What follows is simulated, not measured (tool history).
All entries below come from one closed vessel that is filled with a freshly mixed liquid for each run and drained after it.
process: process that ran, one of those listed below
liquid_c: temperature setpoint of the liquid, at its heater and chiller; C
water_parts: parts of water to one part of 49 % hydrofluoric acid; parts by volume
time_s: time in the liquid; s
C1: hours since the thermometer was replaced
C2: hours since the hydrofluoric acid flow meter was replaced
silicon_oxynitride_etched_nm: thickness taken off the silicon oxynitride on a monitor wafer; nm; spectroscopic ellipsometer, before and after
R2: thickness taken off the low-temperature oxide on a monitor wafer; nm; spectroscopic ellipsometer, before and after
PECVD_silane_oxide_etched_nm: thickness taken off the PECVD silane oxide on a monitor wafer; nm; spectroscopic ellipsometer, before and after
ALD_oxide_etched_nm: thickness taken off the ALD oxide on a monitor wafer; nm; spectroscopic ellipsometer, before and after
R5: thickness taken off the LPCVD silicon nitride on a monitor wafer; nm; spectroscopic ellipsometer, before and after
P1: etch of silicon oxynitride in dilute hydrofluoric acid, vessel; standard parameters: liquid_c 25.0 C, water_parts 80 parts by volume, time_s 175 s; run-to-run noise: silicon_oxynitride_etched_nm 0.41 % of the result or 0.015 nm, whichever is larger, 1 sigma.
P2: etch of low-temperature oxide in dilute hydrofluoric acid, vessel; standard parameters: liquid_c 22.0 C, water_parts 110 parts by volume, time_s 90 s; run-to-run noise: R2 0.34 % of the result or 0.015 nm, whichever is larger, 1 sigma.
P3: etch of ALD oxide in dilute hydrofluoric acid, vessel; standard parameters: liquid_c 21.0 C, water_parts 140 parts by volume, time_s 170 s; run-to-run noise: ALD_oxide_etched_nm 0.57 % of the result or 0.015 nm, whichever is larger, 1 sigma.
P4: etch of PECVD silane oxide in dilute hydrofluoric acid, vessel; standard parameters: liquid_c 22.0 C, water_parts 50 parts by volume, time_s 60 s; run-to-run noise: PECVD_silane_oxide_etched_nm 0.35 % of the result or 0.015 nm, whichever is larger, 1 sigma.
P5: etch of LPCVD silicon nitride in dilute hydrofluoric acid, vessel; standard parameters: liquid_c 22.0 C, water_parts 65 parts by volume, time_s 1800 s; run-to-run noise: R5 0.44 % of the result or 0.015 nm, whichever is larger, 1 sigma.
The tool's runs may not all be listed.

run 1 hour=5.9 | process=P1 liquid_c=25.0 water_parts=80 time_s=175 | C1=829.1 C2=201.3 | silicon_oxynitride_etched_nm=11.3270
run 2 hour=15.3 | process=P1 liquid_c=25.0 water_parts=80 time_s=175 | C1=838.5 C2=210.7 | silicon_oxynitride_etched_nm=11.3420
run 3 hour=22.4 | process=P1 liquid_c=25.0 water_parts=80 time_s=175 | C1=845.6 C2=217.8 | silicon_oxynitride_etched_nm=11.2920
run 4 hour=31.4 | process=P2 liquid_c=22.0 water_parts=110 time_s=30 | C1=854.6 C2=226.8 | R2=4.779
run 5 hour=38.5 | process=P1 liquid_c=25.0 water_parts=80 time_s=175 | C1=861.7 C2=233.9 | silicon_oxynitride_etched_nm=11.3240
run 6 hour=47.9 | process=P4 liquid_c=22.0 water_parts=50 time_s=95 | C1=871.1 C2=243.3 | PECVD_silane_oxide_etched_nm=68.041
run 7 hour=53.8 | process=P1 liquid_c=19.5 water_parts=80 time_s=175 | C1=877.0 C2=249.2 | silicon_oxynitride_etched_nm=8.6774
run 8 hour=65.2 | process=P1 liquid_c=25.0 water_parts=80 time_s=30 | C1=888.4 C2=260.6 | silicon_oxynitride_etched_nm=1.9193
run 9 hour=73.5 | process=P3 liquid_c=26.5 water_parts=140 time_s=170 | C1=896.7 C2=268.9 | ALD_oxide_etched_nm=41.569
run 10 hour=85.3 | process=P1 liquid_c=19.0 water_parts=80 time_s=315 | C1=908.5 C2=280.7 | silicon_oxynitride_etched_nm=15.2140
run 11 hour=93.1 | process=P2 liquid_c=22.0 water_parts=110 time_s=90 | C1=916.3 C2=288.5 | R2=14.276
run 12 hour=104.3 | process=P4 liquid_c=22.0 water_parts=50 time_s=60 | C1=927.5 C2=299.7 | PECVD_silane_oxide_etched_nm=43.042
run 13 hour=113.7 | process=P1 liquid_c=25.0 water_parts=140 time_s=175 | C1=936.9 C2=309.1 | silicon_oxynitride_etched_nm=6.1374
run 14 hour=120.5 | process=P1 liquid_c=25.0 water_parts=35 time_s=175 | C1=943.7 C2=315.9 | silicon_oxynitride_etched_nm=27.1260
run 15 hour=129.6 | process=P1 liquid_c=32.0 water_parts=80 time_s=175 | C1=952.8 C2=325.0 | silicon_oxynitride_etched_nm=15.6840
run 16 hour=141.6 | process=P4 liquid_c=22.0 water_parts=20 time_s=60 | C1=964.8 C2=337.0 | PECVD_silane_oxide_etched_nm=112.120
run 17 hour=148.6 | process=P3 liquid_c=21.0 water_parts=140 time_s=170 | C1=971.8 C2=344.0 | ALD_oxide_etched_nm=33.551
run 18 hour=157.1 | process=P5 liquid_c=22.0 water_parts=65 time_s=3270 | C1=980.3 C2=352.5 | R5=20.244
run 19 hour=163.5 | process=P2 liquid_c=17.0 water_parts=110 time_s=90 | C1=986.7 C2=358.9 | R2=11.677
run 20 hour=173.4 | process=P4 liquid_c=17.0 water_parts=50 time_s=60 | C1=996.6 C2=368.8 | PECVD_silane_oxide_etched_nm=34.654
run 21 hour=183.7 | process=P5 liquid_c=22.0 water_parts=20 time_s=1800 | C1=1006.9 C2=379.1 | R5=34.960
-- hour=184.1 hydrofluoric acid flow meter replaced
run 22 hour=191.1 | process=P5 liquid_c=22.0 water_parts=65 time_s=1800 | C1=1014.3 C2=7.0 | R5=11.155
run 23 hour=202.0 | process=P2 liquid_c=22.0 water_parts=110 time_s=90 | C1=1025.2 C2=17.9 | R2=14.374
run 24 hour=213.8 | process=P1 liquid_c=25.0 water_parts=80 time_s=175 | C1=1037.0 C2=29.7 | silicon_oxynitride_etched_nm=11.2780
run 25 hour=224.6 | process=P3 liquid_c=21.0 water_parts=65 time_s=170 | C1=1047.8 C2=40.5 | ALD_oxide_etched_nm=78.416

The next listed run, before its measurement:
run 26 hour=233.4 | process=P5 liquid_c=22.0 water_parts=65 time_s=1800 | C1=1056.6 C2=49.3 | R5=?

Run 26 yielded R5 11.105 nm.
